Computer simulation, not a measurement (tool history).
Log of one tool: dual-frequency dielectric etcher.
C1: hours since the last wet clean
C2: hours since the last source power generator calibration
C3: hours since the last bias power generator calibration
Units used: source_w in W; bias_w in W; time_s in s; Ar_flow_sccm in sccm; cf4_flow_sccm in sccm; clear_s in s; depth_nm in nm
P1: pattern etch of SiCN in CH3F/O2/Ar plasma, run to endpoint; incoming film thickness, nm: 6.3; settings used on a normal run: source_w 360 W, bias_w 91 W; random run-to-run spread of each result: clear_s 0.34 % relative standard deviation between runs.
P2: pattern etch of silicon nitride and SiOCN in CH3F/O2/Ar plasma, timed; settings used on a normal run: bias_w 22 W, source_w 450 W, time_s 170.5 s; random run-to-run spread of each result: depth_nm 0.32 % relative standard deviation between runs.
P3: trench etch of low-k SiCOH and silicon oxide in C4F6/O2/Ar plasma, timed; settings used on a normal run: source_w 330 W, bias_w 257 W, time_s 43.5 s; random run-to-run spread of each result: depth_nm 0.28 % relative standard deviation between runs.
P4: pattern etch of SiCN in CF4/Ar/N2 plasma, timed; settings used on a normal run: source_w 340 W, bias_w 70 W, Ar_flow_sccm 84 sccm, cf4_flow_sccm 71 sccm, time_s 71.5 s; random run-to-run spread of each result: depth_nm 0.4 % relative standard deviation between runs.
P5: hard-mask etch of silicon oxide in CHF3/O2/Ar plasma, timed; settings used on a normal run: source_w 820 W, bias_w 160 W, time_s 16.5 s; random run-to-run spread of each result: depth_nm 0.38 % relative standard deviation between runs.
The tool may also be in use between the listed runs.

Run 1, hour 5.3: process P1, source_w 360 W, bias_w 91 W; C1 125.8; C2 286.8; C3 1195.7. Result: clear_s 16.297 s.
Run 2, hour 10.2: process P1, source_w 250 W, bias_w 59 W; C1 130.7; C2 291.7; C3 1200.6. Result: clear_s 21.891 s.
Run 3, hour 16.6: process P2, source_w 450 W, bias_w 22 W, time_s 227 s; C1 137.1; C2 298.1; C3 1207. Result: depth_nm 32.371 nm.
Run 4, hour 22.1: process P5, source_w 820 W, bias_w 160 W, time_s 22 s; C1 142.6; C2 303.6; C3 1212.5. Result: depth_nm 44.32 nm.
At hour 24.5: wet clean of the chamber.
Run 5, hour 25.8: process P1, source_w 360 W, bias_w 56 W; C1 1.4; C2 307.3; C3 1216.2. Result: clear_s 19.371 s.
Run 6, hour 29.3: process P3, source_w 330 W, bias_w 257 W, time_s 43.5 s; C1 4.9; C2 310.8; C3 1219.7. Result: depth_nm 147.56 nm.
Run 7, hour 33.8: process P5, source_w 650 W, bias_w 160 W, time_s 16.5 s; C1 9.4; C2 315.3; C3 1224.2. Result: depth_nm 30.374 nm.
Run 8, hour 40.1: process P3, source_w 330 W, bias_w 257 W, time_s 43.5 s; C1 15.7; C2 321.6; C3 1230.5. Result: depth_nm 147.9 nm.
Run 9, hour 43.8: process P2, source_w 450 W, bias_w 14 W, time_s 170.5 s; C1 19.4; C2 325.3; C3 1234.2. Result: depth_nm 20.282 nm.
Run 10, hour 48.9: process P5, source_w 820 W, bias_w 225 W, time_s 16.5 s; C1 24.5; C2 330.4; C3 1239.3. Result: depth_nm 37.233 nm.
Run 11, hour 55.9: process P2, source_w 450 W, bias_w 22 W, time_s 170.5 s; C1 31.5; C2 337.4; C3 1246.3. Result: depth_nm 24.215 nm.
Run 12, hour 61.8: process P1, source_w 360 W, bias_w 91 W; C1 37.4; C2 343.3; C3 1252.2. Result: clear_s 16.342 s.
Run 13, hour 65.7: process P1, source_w 360 W, bias_w 91 W; C1 41.3; C2 347.2; C3 1256.1. Result: clear_s 16.204 s.
Run 14, hour 70.4: process P4, source_w 340 W, bias_w 70 W, time_s 71.5 s, Ar_flow_sccm 84 sccm, cf4_flow_sccm 71 sccm; C1 46; C2 351.9; C3 1260.8. Result: depth_nm 49.345 nm.
Run 15, hour 74.7: process P1, source_w 260 W, bias_w 91 W; C1 50.3; C2 356.2; C3 1265.1. Result: clear_s 18.502 s.
Run 16, hour 81.6: process P1, source_w 360 W, bias_w 91 W; C1 57.2; C2 363.1; C3 1272. Result: clear_s 16.276 s.
Run 17, hour 86.1: process P1, source_w 360 W, bias_w 91 W; C1 61.7; C2 367.6; C3 1276.5. Result: clear_s 16.235 s.
Run 18, hour 92.9: process P4, source_w 460 W, bias_w 70 W, time_s 71.5 s, Ar_flow_sccm 84 sccm, cf4_flow_sccm 71 sccm; C1 68.5; C2 374.4; C3 1283.3. Result: depth_nm 64.183 nm.
Run 19, hour 97.6: process P4, source_w 340 W, bias_w 70 W, time_s 71.5 s, Ar_flow_sccm 84 sccm, cf4_flow_sccm 71 sccm; C1 73.2; C2 379.1; C3 1288. Result: depth_nm 49.481 nm.
Run 20, hour 101.5: process P5, source_w 820 W, bias_w 160 W, time_s 16.5 s; C1 77.1; C2 383; C3 1291.9. Result: depth_nm 33.252 nm.
Run 21, hour 108.3: process P4, source_w 340 W, bias_w 70 W, time_s 88 s, Ar_flow_sccm 84 sccm, cf4_flow_sccm 71 sccm; C1 83.9; C2 389.8; C3 1298.7. Result: depth_nm 61.159 nm.
Run 22, hour 113.7: process P4, source_w 340 W, bias_w 70 W, time_s 71.5 s, Ar_flow_sccm 84 sccm, cf4_flow_sccm 51 sccm; C1 89.3; C2 395.2; C3 1304.1. Result: depth_nm 47.263 nm.
Run 23, hour 118.1: process P4, source_w 340 W, bias_w 42 W, time_s 71.5 s, Ar_flow_sccm 84 sccm, cf4_flow_sccm 71 sccm; C1 93.7; C2 399.6; C3 1308.5. Result: depth_nm 42.121 nm.
Run 24, hour 124.8: process P3, source_w 330 W, bias_w 257 W, time_s 24 s; C1 100.4; C2 406.3; C3 1315.2. Result: depth_nm 81.504 nm.
Run 25, hour 129.7: process P3, source_w 330 W, bias_w 355 W, time_s 43.5 s; C1 105.3; C2 411.2; C3 1320.1. Result: depth_nm 165.2 nm.
Run 26, hour 135.9: process P1, source_w 360 W, bias_w 91 W; C1 111.5; C2 417.4; C3 1326.3. Result: clear_s 16.294 s.
Run 27, hour 140.7: process P2, source_w 310 W, bias_w 22 W, time_s 170.5 s; C1 116.3; C2 422.2; C3 1331.1. Result: depth_nm 21.539 nm.
Run 28, hour 146.1: process P3, source_w 420 W, bias_w 257 W, time_s 43.5 s; C1 121.7; C2 427.6; C3 1336.5. Result: depth_nm 162.57 nm.
Run 29, hour 151.5: process P1, source_w 430 W, bias_w 91 W; C1 127.1; C2 433; C3 1341.9. Result: clear_s 15.251 s.
Run 30, hour 156.9: process P1, source_w 360 W, bias_w 120 W; C1 132.5; C2 438.4; C3 1347.3. Result: clear_s 14.556 s.
Run 31, hour 161.6: process P4, source_w 340 W, bias_w 70 W, time_s 71.5 s, Ar_flow_sccm 52 sccm, cf4_flow_sccm 71 sccm; C1 137.2; C2 443.1; C3 1352. Result: depth_nm 52.559 nm.
Run 32, hour 165.1: process P2, source_w 450 W, bias_w 22 W, time_s 170.5 s; C1 140.7; C2 446.6; C3 1355.5. Result: depth_nm 24.311 nm.
Run 33, hour 168.9: process P1, source_w 360 W, bias_w 91 W; C1 144.5; C2 450.4; C3 1359.3. Result: clear_s 16.199 s.
Run 34, hour 175: process P1, source_w 360 W, bias_w 91 W; C1 150.6; C2 456.5; C3 1365.4. Result: clear_s 16.272 s.
Run 35, hour 179.2: process P1, source_w 360 W, bias_w 91 W; C1 154.8; C2 460.7; C3 1369.6. Result: clear_s 16.145 s.
Run 36, hour 182.6: process P1, source_w 360 W, bias_w 91 W; C1 158.2; C2 464.1; C3 1373. Result: clear_s 16.072 s.
Run 37, hour 189.5: process P1, source_w 360 W, bias_w 91 W; C1 165.1; C2 471; C3 1379.9. Result: clear_s 16.037 s.
At hour 196.6: wet clean of the chamber.
Run 38, hour 196.6: process P1, source_w 360 W, bias_w 91 W; C1 0; C2 478.1; C3 1387. Result: clear_s 15.969 s.
Run 39, hour 200.8: process P1, source_w 360 W, bias_w 91 W; C1 4.2; C2 482.3; C3 1391.2. Result: clear_s 16.024 s.
Run 40, hour 205.8: process P1, source_w 360 W, bias_w 91 W; C1 9.2; C2 487.3; C3 1396.2. Result: clear_s 16.031 s.
Run 41, hour 211: process P1, source_w 360 W, bias_w 91 W; C1 14.4; C2 492.5; C3 1401.4. Result: clear_s 15.984 s.

Something has made what P1 gives creep away from where it was; the 2 causes below, each at its own stated size, fit the log equally well:
A: source power that arrives over what is set, % = 4.68
B: bias power that arrives over what is set, % = 4.62
Creep in the process output first set in at about hour 175.
Every other cause this tool's parts could produce, and why it does not fit the log:
chamber walls in a state that raises the etch rate, %: serviced at hour 196.6, after the drift had started, without restoring the earlier output

The 4 check runs listed below each average the results of 2 wafers, and their outcomes are marked with question marks. Under which run would the listed causes produce clearly different results?
Run check 1, hour 216.2: process P4, source_w 340 W, bias_w 70 W, time_s 71.5 s, Ar_flow_sccm 84 sccm, cf4_flow_sccm 71 sccm. Result: depth_nm ?.
Run check 2, hour 216.2: process P3, source_w 330 W, bias_w 257 W, time_s 43.5 s. Result: depth_nm ?.
Run check 3, hour 216.2: process P2, source_w 450 W, bias_w 22 W, time_s 170.5 s. Result: depth_nm ?.
Run check 4, hour 216.2: process P5, source_w 820 W, bias_w 160 W, time_s 16.5 s. Result: depth_nm ?.

Predicted outcomes, by check and by cause:
  check    result    if A    if B
check 1  depth_nm  51.424  50.168
check 2  depth_nm  150.28  150.01
check 3  depth_nm  24.799    24.9
check 4  depth_nm  33.717  33.609
Gap, in per cent, between the two causes that each check separates least, read from the result that separates them most: check 1 2.47 %; check 2 0.18 %; check 3 0.41 %; check 4 0.32 %
Of the check runs offered, only check 1 discriminates between the causes; the rest would read about the same regardless of which cause applies.

Check 1 has now been run. It gave: depth_nm 50.295 nm. Which of the candidate causes is it?

The cause is B: bias power that arrives over what is set, %.
